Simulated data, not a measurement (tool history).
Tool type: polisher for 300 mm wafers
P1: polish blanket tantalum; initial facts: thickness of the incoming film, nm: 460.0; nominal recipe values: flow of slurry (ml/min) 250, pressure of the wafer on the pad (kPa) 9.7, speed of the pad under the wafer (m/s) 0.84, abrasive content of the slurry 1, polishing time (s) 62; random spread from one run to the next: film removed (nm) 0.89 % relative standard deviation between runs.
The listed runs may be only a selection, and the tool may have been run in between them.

run   hour  flow of slurry (ml/min)  pressure of the wafer on the pad (kPa)  speed of the pad under the wafer (m/s)  abrasive content of the slurry  polishing time (s)  wafers polished on this pad  hours since the slurry nozzle was cleaned  hours since the head pressure was calibrated  hours since the slurry blender was calibrated  film removed (nm)
  1   15.4                      250                                     9.7                                    0.84                               1                  62                          378                                      521.1                                         556.7                                          154.7              58.84
  2     27                      250                                     6.2                                    0.84                               1                  62                          513                                      532.7                                         568.3                                          166.3             38.437
  3   37.4                      250                                     9.7                                    0.84                               1                  62                          634                                      543.1                                         578.7                                          176.7             58.518
  4   55.3                      250                                     9.7                                    0.54                               1                  62                          842                                        561                                         596.6                                          194.6             37.582
  5     71                      160                                     9.7                                    0.84                               1                  62                         1025                                      576.7                                         612.3                                          210.3             55.931
  6   87.1                      250                                     9.7                                    0.84                            1.35                  62                         1212                                      592.8                                         628.4                                          226.4              64.51
  7   97.1                      250                                     9.7                                    0.84                               1                  28                         1328                                      602.8                                         638.4                                          236.4             26.091
  8  110.2                      395                                     9.7                                    0.84                               1                  62                         1480                                      615.9                                         651.5                                          249.5             60.665
  9  120.1                      250                                     9.7                                    0.84                               1                  90                         1596                                      625.8                                         661.4                                          259.4             85.864
 10  135.1                      250                                     9.7                                    0.84                               1                  62                         1770                                      640.8                                         676.4                                          274.4             57.767
 11  149.2                      250                                    12.4                                    1.06                               1                  62                         1934                                      654.9                                         690.5                                          288.5             96.504
 12  163.2                      250                                     9.7                                    1.24                               1                  62                         2097                                      668.9                                         704.5                                          302.5              88.52
 13  174.1                      250                                    14.5                                    0.84                               1                  62                         2224                                      679.8                                         715.4                                          313.4             88.462
 14  183.4                      250                                     9.7                                    0.84                               1                  62                         2332                                      689.1                                         724.7                                          322.7             59.193
 15  193.6                      250                                     9.7                                    0.84                               1                  62                         2450                                      699.3                                         734.9                                          332.9             58.067
 16  209.5                      250                                     9.7                                    0.84                            0.55                  62                         2635                                      715.2                                         750.8                                          348.8             47.646
 17  219.9                      250                                     9.7                                    0.84                               1                  62                         2756                                      725.6                                         761.2                                          359.2             58.741
 18    228                      250                                     9.7                                    0.84                               1                  62                         2850                                      733.7                                         769.3                                          367.3             57.657
 19  237.4                      250                                     9.7                                    0.84                               1                  62                         2960                                      743.1                                         778.7                                          376.7             57.509
 20  246.6                      250                                     9.7                                    0.84                               1                  62                         3067                                      752.3                                         787.9                                          385.9             56.675
 21  259.3                      250                                     9.7                                    0.84                               1                  62                         3214                                        765                                         800.6                                          398.6             55.342
 22  273.9                      250                                     9.7                                    0.84                               1                  62                         3384                                      779.6                                         815.2                                          413.2             54.864
 23  285.6                      250                                     9.7                                    0.84                               1                  62                         3520                                      791.3                                         826.9                                          424.9             54.493
 24    297                      250                                     9.7                                    0.84                               1                  62                         3653                                      802.7                                         838.3                                          436.3             53.635
 25  305.1                      250                                     9.7                                    0.84                               1                  62                         3747                                      810.8                                         846.4                                          444.4             54.857
     308.4  -- head pressure recalibrated
     318.1  -- slurry nozzle cleaned
 26    320                      250                                     9.7                                    0.84                               1                  62                         3920                                        1.9                                          11.6                                          459.3             53.939
 27    337                      250                                     9.7                                    0.84                               1                  62                         4118                                       18.9                                          28.6                                          476.3             52.867
 28  350.9                      250                                     9.7                                    0.84                               1                  62                         4280                                       32.8                                          42.5                                          490.2             53.945

What P1 gives has crept away from where it was. These 2 causes fit the log equally well, each at the size given:
A: removal rate lost through wear of the pad, % = 9.59
B: abrasive missing from the slurry, % = 27.1
The gradual shift began around hour 219.9.
What rules out each remaining cause:
slurry flow missing at the pad, %: work on it at hour 318.1, done after the drift set in, did not restore what the process gave before
head's pressure below its setpoint, %: work on it at hour 308.4, done after the drift set in, did not restore what the process gave before

4 check runs are offered, each on 3 wafers whose results are averaged, their results left as question marks. Which one tells the causes apart?
check 1  364.8                      320                                     9.7                                    0.84                               1                  28                                                                                                                                                                                       ?
check 2  364.8                      305                                     9.7                                    0.84                               1                  62                                                                                                                                                                                       ?
check 3  364.8                      250                                     9.7                                    0.84                             0.6                  62                                                                                                                                                                                       ?
check 4  364.8                      355                                     9.7                                    0.84                               1                  62                                                                                                                                                                                       ?

If the cause were each of the candidates in turn, the checks would give the following:
  check             result    if A    if B
check 1  film removed (nm)  24.667  24.664
check 2  film removed (nm)  54.393  54.386
check 3  film removed (nm)   44.81  43.147
check 4  film removed (nm)  55.079  55.072
Minimum pairwise separation of causes per check, each pair taken at its best-separating result: check 1 0.01 %; check 2 0.01 %; check 3 3.78 %; check 4 0.01 %
Only check 3 tells the causes apart: in the others they would give nearly the same result.

Here is what check 3 returned: film removed (nm) 43.339. Which cause is it?

B is the cause: abrasive missing from the slurry, %.
